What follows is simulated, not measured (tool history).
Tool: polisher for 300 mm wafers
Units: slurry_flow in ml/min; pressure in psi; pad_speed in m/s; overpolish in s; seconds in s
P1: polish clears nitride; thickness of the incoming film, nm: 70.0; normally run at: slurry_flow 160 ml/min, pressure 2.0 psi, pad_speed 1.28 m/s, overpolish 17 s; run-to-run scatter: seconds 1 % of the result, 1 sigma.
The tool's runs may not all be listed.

run	hour	slurry_flow	pressure	pad_speed	overpolish	wafers polished on this pad	hours since the slurry nozzle was cleaned	hours since the head pressure was calibrated	seconds
1	7.8	160	2.0	1.28	17	1118	405.3	741.2	104.580
2	15.5	160	2.0	1.28	17	1197	413.0	748.9	103.670
3	23.9	215	1.0	1.28	17	1282	421.4	757.3	197.280
4	33.1	160	2.0	0.58	17	1376	430.6	766.5	226.800
5	43.2	160	2.0	1.28	17	1478	440.7	776.6	101.800
6	50.1	160	2.0	1.28	17	1548	447.6	783.5	104.160
7	57.9	160	3.1	1.28	17	1628	455.4	791.3	66.291
8	64.8	220	2.0	1.28	17	1698	462.3	798.2	99.575
9	74.7	125	2.0	1.28	29	1799	472.2	808.1	106.930
10	79.7	160	1.5	1.28	17	1849	477.2	813.1	136.910
11	89.0	95	2.0	1.28	17	1944	486.5	822.4	114.960
12	97.2	160	2.0	1.28	26	2027	494.7	830.6	104.060
13	102.1	160	2.0	1.28	5	2077	499.6	835.5	103.090
14	107.2	160	2.0	1.28	17	2129	504.7	840.6	103.910
15	113.6	160	2.0	1.72	17	2194	511.1	847.0	74.513
16	120.1	160	2.0	0.94	5	2260	517.6	853.5	139.910
17	130.9	160	2.0	1.28	17	2370	528.4	864.3	103.810
18	137.7	160	2.0	1.28	17	2439	535.2	871.1	106.760
19	142.8	160	2.0	1.28	17	2491	540.3	876.2	106.030
20	149.5	160	2.0	1.28	17	2559	547.0	882.9	107.580
21	154.5	160	2.0	1.28	17	2610	552.0	887.9	109.570
22	163.6	160	2.0	1.28	17	2702	561.1	897.0	109.920
23	170.6	160	2.0	1.28	17	2774	568.1	904.0	113.020
24	179.5	160	2.0	1.28	17	2864	577.0	912.9	114.780
# hour 182.2: head pressure recalibrated
25	190.2	160	2.0	1.28	17	2973	587.7	8.0	114.450
26	198.0	160	2.0	1.28	17	3052	595.5	15.8	113.600
27	206.8	160	2.0	1.28	17	3142	604.3	24.6	114.930
28	216.8	160	2.0	1.28	17	3243	614.3	34.6	112.740

What P1 gives has crept away from where it was. These 2 causes fit the log equally well, each at the size given:
A: removal rate lost through wear of the pad, % = 9.42
B: slurry flow missing at the pad, % = 38.3
The creep began at about hour 130.9.
Why every other cause is out:
head's pressure below its setpoint, %: serviced at hour 182.2, which brought nothing back

4 check runs are offered, each on 5 wafers whose results are averaged, their results left as question marks. Which one tells the causes apart?
check 1	226.8	160	2.0	1.02	8				?
check 2	226.8	160	2.0	1.54	17				?
check 3	226.8	160	2.9	1.28	5				?
check 4	226.8	115	2.0	0.66	17				?

What each check would give under each cause:
check	result	if A	if B
check 1	seconds	142.680	142.700
check 2	seconds	94.501	94.512
check 3	seconds	78.411	78.421
check 4	seconds	234.840	242.890
How far apart the two closest causes lie, in the result that separates them most: check 1 0.01 %; check 2 0.01 %; check 3 0.01 %; check 4 3.37 %
Only check 4 tells the causes apart: in the others they would give nearly the same result.

Then check 4 was run and gave: seconds 242.500 s. Which cause is it?

It is B: slurry flow missing at the pad, %.
